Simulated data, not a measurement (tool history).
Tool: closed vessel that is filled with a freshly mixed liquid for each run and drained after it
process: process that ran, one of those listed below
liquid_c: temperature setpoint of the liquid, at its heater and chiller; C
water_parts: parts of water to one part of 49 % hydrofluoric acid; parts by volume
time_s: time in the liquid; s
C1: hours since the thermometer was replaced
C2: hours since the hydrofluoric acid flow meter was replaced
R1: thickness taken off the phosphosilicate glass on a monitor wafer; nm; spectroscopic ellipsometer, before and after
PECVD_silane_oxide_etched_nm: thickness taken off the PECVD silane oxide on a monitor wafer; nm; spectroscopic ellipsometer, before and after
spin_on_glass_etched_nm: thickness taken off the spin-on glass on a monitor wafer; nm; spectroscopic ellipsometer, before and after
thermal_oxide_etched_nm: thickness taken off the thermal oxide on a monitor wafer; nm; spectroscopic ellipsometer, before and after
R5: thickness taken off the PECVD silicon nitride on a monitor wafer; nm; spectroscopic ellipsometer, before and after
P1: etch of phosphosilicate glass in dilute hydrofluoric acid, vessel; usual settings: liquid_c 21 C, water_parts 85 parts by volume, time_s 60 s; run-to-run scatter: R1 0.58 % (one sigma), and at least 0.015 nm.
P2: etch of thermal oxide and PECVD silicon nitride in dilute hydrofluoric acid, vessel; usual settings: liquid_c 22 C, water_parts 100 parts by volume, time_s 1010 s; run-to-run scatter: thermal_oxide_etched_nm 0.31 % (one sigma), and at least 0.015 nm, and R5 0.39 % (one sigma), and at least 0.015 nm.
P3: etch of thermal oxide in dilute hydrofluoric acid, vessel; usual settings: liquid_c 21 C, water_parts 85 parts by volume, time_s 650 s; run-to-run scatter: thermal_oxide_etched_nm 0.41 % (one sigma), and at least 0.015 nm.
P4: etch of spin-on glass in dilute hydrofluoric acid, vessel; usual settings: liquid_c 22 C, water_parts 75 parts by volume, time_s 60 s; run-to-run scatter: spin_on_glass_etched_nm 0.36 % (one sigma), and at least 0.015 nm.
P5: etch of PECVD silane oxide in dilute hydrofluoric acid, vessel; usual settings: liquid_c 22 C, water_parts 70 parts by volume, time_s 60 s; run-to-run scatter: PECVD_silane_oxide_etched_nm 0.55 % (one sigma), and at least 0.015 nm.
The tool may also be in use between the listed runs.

Run 1, hour 10.3: process P1, liquid_c 21 C, water_parts 85 parts by volume, time_s 60 s; C1 326.7; C2 241.6. Result: R1 55.529 nm.
Run 2, hour 14.9: process P5, liquid_c 22 C, water_parts 70 parts by volume, time_s 60 s; C1 331.3; C2 246.2. Result: PECVD_silane_oxide_etched_nm 17.4320 nm.
Run 3, hour 25.0: process P4, liquid_c 27 C, water_parts 75 parts by volume, time_s 60 s; C1 341.4; C2 256.3. Result: spin_on_glass_etched_nm 21.753 nm.
Run 4, hour 30.0: process P2, liquid_c 22 C, water_parts 100 parts by volume, time_s 1745 s; C1 346.4; C2 261.3. Result: thermal_oxide_etched_nm 79.1820 nm, R5 35.433 nm.
Run 5, hour 40.0: process P1, liquid_c 21 C, water_parts 85 parts by volume, time_s 60 s; C1 356.4; C2 271.3. Result: R1 55.742 nm.
Run 6, hour 45.3: process P2, liquid_c 22 C, water_parts 20 parts by volume, time_s 1010 s; C1 361.7; C2 276.6. Result: thermal_oxide_etched_nm 252.6800 nm, R5 98.140 nm.
Run 7, hour 54.7: process P5, liquid_c 22 C, water_parts 70 parts by volume, time_s 30 s; C1 371.1; C2 286.0. Result: PECVD_silane_oxide_etched_nm 8.7415 nm.
Run 8, hour 62.1: process P5, liquid_c 22 C, water_parts 110 parts by volume, time_s 60 s; C1 378.5; C2 293.4. Result: PECVD_silane_oxide_etched_nm 10.5940 nm.
Run 9, hour 71.0: process P3, liquid_c 21 C, water_parts 85 parts by volume, time_s 80 s; C1 387.4; C2 302.3. Result: thermal_oxide_etched_nm 3.9451 nm.
Run 10, hour 77.7: process P4, liquid_c 22 C, water_parts 75 parts by volume, time_s 105 s; C1 394.1; C2 309.0. Result: spin_on_glass_etched_nm 30.931 nm.
Run 11, hour 86.5: process P1, liquid_c 21 C, water_parts 85 parts by volume, time_s 60 s; C1 402.9; C2 317.8. Result: R1 56.429 nm.
Run 12, hour 96.1: process P4, liquid_c 22 C, water_parts 120 parts by volume, time_s 60 s; C1 412.5; C2 327.4. Result: spin_on_glass_etched_nm 10.502 nm.
Run 13, hour 106.0: process P1, liquid_c 21 C, water_parts 30 parts by volume, time_s 60 s; C1 422.4; C2 337.3. Result: R1 169.310 nm.
Run 14, hour 112.6: process P3, liquid_c 21 C, water_parts 140 parts by volume, time_s 650 s; C1 429.0; C2 343.9. Result: thermal_oxide_etched_nm 18.5090 nm.
Run 15, hour 117.1: process P1, liquid_c 25 C, water_parts 85 parts by volume, time_s 60 s; C1 433.5; C2 348.4. Result: R1 65.033 nm.
Run 16, hour 127.1: process P1, liquid_c 21 C, water_parts 135 parts by volume, time_s 60 s; C1 443.5; C2 358.4. Result: R1 32.934 nm.
Run 17, hour 132.5: process P1, liquid_c 21 C, water_parts 85 parts by volume, time_s 30 s; C1 448.9; C2 363.8. Result: R1 27.826 nm.

Forecast run 18:
Run 18, hour 142.2: process P1, liquid_c 17 C, water_parts 85 parts by volume, time_s 60 s; C1 458.6; C2 373.5. Result: R1 ?.

Run 18 gave R1 46.935 nm.

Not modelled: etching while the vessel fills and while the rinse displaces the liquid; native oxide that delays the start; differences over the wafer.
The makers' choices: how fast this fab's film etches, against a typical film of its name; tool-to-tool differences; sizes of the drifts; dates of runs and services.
